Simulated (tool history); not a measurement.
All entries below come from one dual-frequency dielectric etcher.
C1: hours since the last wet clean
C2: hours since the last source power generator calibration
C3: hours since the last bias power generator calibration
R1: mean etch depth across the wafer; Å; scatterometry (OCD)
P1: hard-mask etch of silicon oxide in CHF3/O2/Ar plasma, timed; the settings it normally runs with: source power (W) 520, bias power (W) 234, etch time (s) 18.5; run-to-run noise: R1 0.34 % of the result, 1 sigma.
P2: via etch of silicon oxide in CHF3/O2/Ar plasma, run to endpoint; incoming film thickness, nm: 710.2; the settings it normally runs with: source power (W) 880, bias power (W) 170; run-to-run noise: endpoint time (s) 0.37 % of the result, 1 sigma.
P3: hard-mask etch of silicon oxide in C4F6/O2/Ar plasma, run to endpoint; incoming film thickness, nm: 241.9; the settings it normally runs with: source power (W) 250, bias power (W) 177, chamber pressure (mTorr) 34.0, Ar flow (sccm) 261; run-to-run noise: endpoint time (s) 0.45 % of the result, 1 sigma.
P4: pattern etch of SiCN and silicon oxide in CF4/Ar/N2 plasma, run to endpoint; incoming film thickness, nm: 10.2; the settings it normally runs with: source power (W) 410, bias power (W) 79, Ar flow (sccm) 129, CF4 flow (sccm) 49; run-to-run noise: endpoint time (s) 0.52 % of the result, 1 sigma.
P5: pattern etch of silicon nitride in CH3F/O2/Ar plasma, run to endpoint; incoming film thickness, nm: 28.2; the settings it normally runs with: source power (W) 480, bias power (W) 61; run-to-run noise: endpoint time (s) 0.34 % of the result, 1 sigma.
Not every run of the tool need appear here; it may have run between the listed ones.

Run 1, hour 10.2: process that ran P1, source power (W) 520, bias power (W) 234, etch time (s) 18.5; C1 329.6; C2 467.2; C3 2398.7. Result: R1 360.31 Å.
Run 2, hour 19.5: process that ran P1, source power (W) 520, bias power (W) 234, etch time (s) 18.5; C1 338.9; C2 476.5; C3 2408.0. Result: R1 359.55 Å.
Run 3, hour 26.4: process that ran P1, source power (W) 520, bias power (W) 272, etch time (s) 10.0; C1 345.8; C2 483.4; C3 2414.9. Result: R1 203.99 Å.
Run 4, hour 31.9: process that ran P2, source power (W) 660, bias power (W) 170; C1 351.3; C2 488.9; C3 2420.4. Result: endpoint time (s) 346.210.
Run 5, hour 41.5: process that ran P4, source power (W) 410, bias power (W) 79, Ar flow (sccm) 129, CF4 flow (sccm) 49; C1 360.9; C2 498.5; C3 2430.0. Result: endpoint time (s) 13.601.
Run 6, hour 52.3: process that ran P4, source power (W) 410, bias power (W) 62, Ar flow (sccm) 129, CF4 flow (sccm) 49; C1 371.7; C2 509.3; C3 2440.8. Result: endpoint time (s) 14.871.
Run 7, hour 59.2: process that ran P5, source power (W) 480, bias power (W) 61; C1 378.6; C2 516.2; C3 2447.7. Result: endpoint time (s) 40.760.
Run 8, hour 65.1: process that ran P3, source power (W) 170, bias power (W) 177, Ar flow (sccm) 261, chamber pressure (mTorr) 34.0; C1 384.5; C2 522.1; C3 2453.6. Result: endpoint time (s) 106.610.
Run 9, hour 69.8: process that ran P5, source power (W) 280, bias power (W) 61; C1 389.2; C2 526.8; C3 2458.3. Result: endpoint time (s) 50.497.
Run 10, hour 78.0: process that ran P1, source power (W) 520, bias power (W) 281, etch time (s) 18.5; C1 397.4; C2 535.0; C3 2466.5. Result: R1 383.57 Å.
Run 11, hour 86.7: process that ran P2, source power (W) 880, bias power (W) 109; C1 406.1; C2 543.7; C3 2475.2. Result: endpoint time (s) 353.930.
Run 12, hour 92.2: process that ran P4, source power (W) 410, bias power (W) 79, Ar flow (sccm) 180, CF4 flow (sccm) 49; C1 411.6; C2 549.2; C3 2480.7. Result: endpoint time (s) 14.295.
Run 13, hour 100.2: process that ran P1, source power (W) 440, bias power (W) 285, etch time (s) 18.5; C1 419.6; C2 557.2; C3 2488.7. Result: R1 363.20 Å.
Run 14, hour 109.5: process that ran P1, source power (W) 710, bias power (W) 234, etch time (s) 18.5; C1 428.9; C2 566.5; C3 2498.0. Result: R1 401.85 Å.
Run 15, hour 120.1: process that ran P5, source power (W) 480, bias power (W) 61; C1 439.5; C2 577.1; C3 2508.6. Result: endpoint time (s) 41.003.
Run 16, hour 126.9: process that ran P1, source power (W) 520, bias power (W) 234, etch time (s) 25.5; C1 446.3; C2 583.9; C3 2515.4. Result: R1 493.13 Å.
Run 17, hour 134.8: process that ran P1, source power (W) 370, bias power (W) 234, etch time (s) 18.5; C1 454.2; C2 591.8; C3 2523.3. Result: R1 317.00 Å.
Run 18, hour 144.5: process that ran P4, source power (W) 410, bias power (W) 79, Ar flow (sccm) 129, CF4 flow (sccm) 29; C1 463.9; C2 601.5; C3 2533.0. Result: endpoint time (s) 14.754.
Run 19, hour 154.8: process that ran P3, source power (W) 250, bias power (W) 121, Ar flow (sccm) 261, chamber pressure (mTorr) 34.0; C1 474.2; C2 611.8; C3 2543.3. Result: endpoint time (s) 102.980.
Run 20, hour 162.2: process that ran P1, source power (W) 520, bias power (W) 234, etch time (s) 10.0; C1 481.6; C2 619.2; C3 2550.7. Result: R1 193.31 Å.
Run 21, hour 172.6: process that ran P3, source power (W) 250, bias power (W) 177, Ar flow (sccm) 261, chamber pressure (mTorr) 34.0; C1 492.0; C2 629.6; C3 2561.1. Result: endpoint time (s) 90.965.
Run 22, hour 181.6: process that ran P3, source power (W) 250, bias power (W) 177, Ar flow (sccm) 339, chamber pressure (mTorr) 34.0; C1 501.0; C2 638.6; C3 2570.1. Result: endpoint time (s) 94.119.
Run 23, hour 188.0: process that ran P1, source power (W) 520, bias power (W) 234, etch time (s) 18.5; C1 507.4; C2 645.0; C3 2576.5. Result: R1 358.34 Å.
Run 24, hour 198.0: process that ran P1, source power (W) 690, bias power (W) 155, etch time (s) 18.5; C1 517.4; C2 655.0; C3 2586.5. Result: R1 347.80 Å.
Run 25, hour 203.7: process that ran P4, source power (W) 410, bias power (W) 79, Ar flow (sccm) 129, CF4 flow (sccm) 49; C1 523.1; C2 660.7; C3 2592.2. Result: endpoint time (s) 13.549.
Run 26, hour 213.1: process that ran P1, source power (W) 520, bias power (W) 234, etch time (s) 18.5; C1 532.5; C2 670.1; C3 2601.6. Result: R1 357.37 Å.
Run 27, hour 219.7: process that ran P3, source power (W) 250, bias power (W) 177, Ar flow (sccm) 261, chamber pressure (mTorr) 42.5; C1 539.1; C2 676.7; C3 2608.2. Result: endpoint time (s) 94.581.
Run 28, hour 225.1: process that ran P2, source power (W) 880, bias power (W) 170; C1 544.5; C2 682.1; C3 2613.6. Result: endpoint time (s) 311.580.
Run 29, hour 235.0: process that ran P5, source power (W) 480, bias power (W) 43; C1 554.4; C2 692.0; C3 2623.5. Result: endpoint time (s) 45.692.
At hour 239.1: bias power generator calibrated.
Run 30, hour 244.0: process that ran P4, source power (W) 300, bias power (W) 79, Ar flow (sccm) 129, CF4 flow (sccm) 49; C1 563.4; C2 701.0; C3 4.9. Result: endpoint time (s) 17.733.
Run 31, hour 249.7: process that ran P1, source power (W) 520, bias power (W) 152, etch time (s) 18.5; C1 569.1; C2 706.7; C3 10.6. Result: R1 310.29 Å.
Run 32, hour 260.5: process that ran P3, source power (W) 250, bias power (W) 177, Ar flow (sccm) 261, chamber pressure (mTorr) 34.0; C1 579.9; C2 717.5; C3 21.4. Result: endpoint time (s) 91.204.
Run 33, hour 269.1: process that ran P1, source power (W) 520, bias power (W) 234, etch time (s) 18.5; C1 588.5; C2 726.1; C3 30.0. Result: R1 356.83 Å.
Run 34, hour 275.9: process that ran P1, source power (W) 520, bias power (W) 234, etch time (s) 18.5; C1 595.3; C2 732.9; C3 36.8. Result: R1 361.20 Å.
Run 35, hour 283.3: process that ran P1, source power (W) 520, bias power (W) 234, etch time (s) 18.5; C1 602.7; C2 740.3; C3 44.2. Result: R1 364.64 Å.
Run 36, hour 289.5: process that ran P1, source power (W) 520, bias power (W) 234, etch time (s) 18.5; C1 608.9; C2 746.5; C3 50.4. Result: R1 362.34 Å.
Run 37, hour 297.2: process that ran P1, source power (W) 520, bias power (W) 234, etch time (s) 18.5; C1 616.6; C2 754.2; C3 58.1. Result: R1 362.47 Å.
At hour 297.7: wet clean of the chamber.
Run 38, hour 303.8: process that ran P1, source power (W) 520, bias power (W) 234, etch time (s) 18.5; C1 6.1; C2 760.8; C3 64.7. Result: R1 364.32 Å.
Run 39, hour 310.3: process that ran P1, source power (W) 520, bias power (W) 234, etch time (s) 18.5; C1 12.6; C2 767.3; C3 71.2. Result: R1 364.22 Å.

What P1 gives has crept off from where it sat before. The 2 causes that follow fit the log equally well, each at the size noted:
A: source power that arrives over what is set, % = 4.59
B: bias power that arrives over what is set, % = 4.83
At approximately hour 269.1, the process output began to creep.
All other causes, with the reason each is excluded:
chamber walls in a state that raises the etch rate, %: maintenance at hour 297.7, after the shift began, did not return the process to its former output

Of the 4 check runs below, each run on 5 wafers with the results averaged and each result still a question mark, which one would tell the listed causes apart?
Run check 1, hour 316.8: process that ran P5, source power (W) 480, bias power (W) 61. Result: endpoint time (s) ?.
Run check 2, hour 316.8: process that ran P4, source power (W) 410, bias power (W) 79, Ar flow (sccm) 129, CF4 flow (sccm) 49. Result: endpoint time (s) ?.
Run check 3, hour 316.8: process that ran P2, source power (W) 880, bias power (W) 170. Result: endpoint time (s) ?.
Run check 4, hour 316.8: process that ran P3, source power (W) 250, bias power (W) 177, Ar flow (sccm) 261, chamber pressure (mTorr) 34.0. Result: endpoint time (s) ?.

Outcome of each check run for each possible cause:
  check             result     if A     if B
check 1  endpoint time (s)   40.252   40.329
check 2  endpoint time (s)   13.072   13.349
check 3  endpoint time (s)  304.900  305.530
check 4  endpoint time (s)   89.584   89.753
How far apart the two closest causes lie, in the result that separates them most: check 1 0.19 %; check 2 2.09 %; check 3 0.21 %; check 4 0.19 %
Check 2 is the one run that separates the causes; every other check would come out nearly the same whichever cause is at work.

Here is what check 2 returned: endpoint time (s) 13.054. Which cause is it?

The correct cause is A, namely: source power that arrives over what is set, %.

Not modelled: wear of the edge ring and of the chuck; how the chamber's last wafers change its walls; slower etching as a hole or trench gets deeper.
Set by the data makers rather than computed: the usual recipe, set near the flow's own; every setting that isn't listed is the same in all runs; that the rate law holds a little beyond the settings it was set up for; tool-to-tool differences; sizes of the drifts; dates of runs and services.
